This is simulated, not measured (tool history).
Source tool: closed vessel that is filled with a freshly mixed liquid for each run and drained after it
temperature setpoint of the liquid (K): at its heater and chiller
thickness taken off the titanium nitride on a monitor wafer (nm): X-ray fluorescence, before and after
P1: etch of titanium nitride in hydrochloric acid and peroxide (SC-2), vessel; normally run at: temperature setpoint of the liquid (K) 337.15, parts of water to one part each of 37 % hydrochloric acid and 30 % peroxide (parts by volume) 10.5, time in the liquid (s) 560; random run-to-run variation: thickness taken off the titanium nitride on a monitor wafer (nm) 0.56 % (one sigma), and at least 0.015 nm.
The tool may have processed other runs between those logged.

run	day	temperature setpoint of the liquid (K)	parts of water to one part each of 37 % hydrochloric acid and 30 % peroxide (parts by volume)	time in the liquid (s)	thickness taken off the titanium nitride on a monitor wafer (nm)
1	0.229	337.15	10.5	560	47.238
2	0.596	345.15	10.5	560	77.058
3	1.033	337.15	10.5	1120	95.195
4	1.325	337.15	10.5	560	47.027
5	1.65	323.65	10.5	560	20.079
6	1.904	344.65	10.5	985	130.03
7	2.188	337.15	10.5	560	47.78
8	2.621	337.15	10.5	560	47.719
9	2.85	337.15	4	560	99.503
10	3.117	337.15	10.5	560	47.313
11	3.475	337.15	10.5	55	4.676
12	3.742	337.15	17.5	560	30.571
13	3.992	337.15	10.5	560	47.952
14	4.354	337.15	10.5	560	49.695
15	4.758	337.15	10.5	560	51
16	5.142	337.15	10.5	560	51.161
17	5.35	337.15	10.5	560	51.58
18	5.758	337.15	10.5	560	51.208

Run 19 comes next. What will it give?
19	5.988	337.15	10.5	560	?

thickness taken off the titanium nitride on a monitor wafer (nm): 51.451
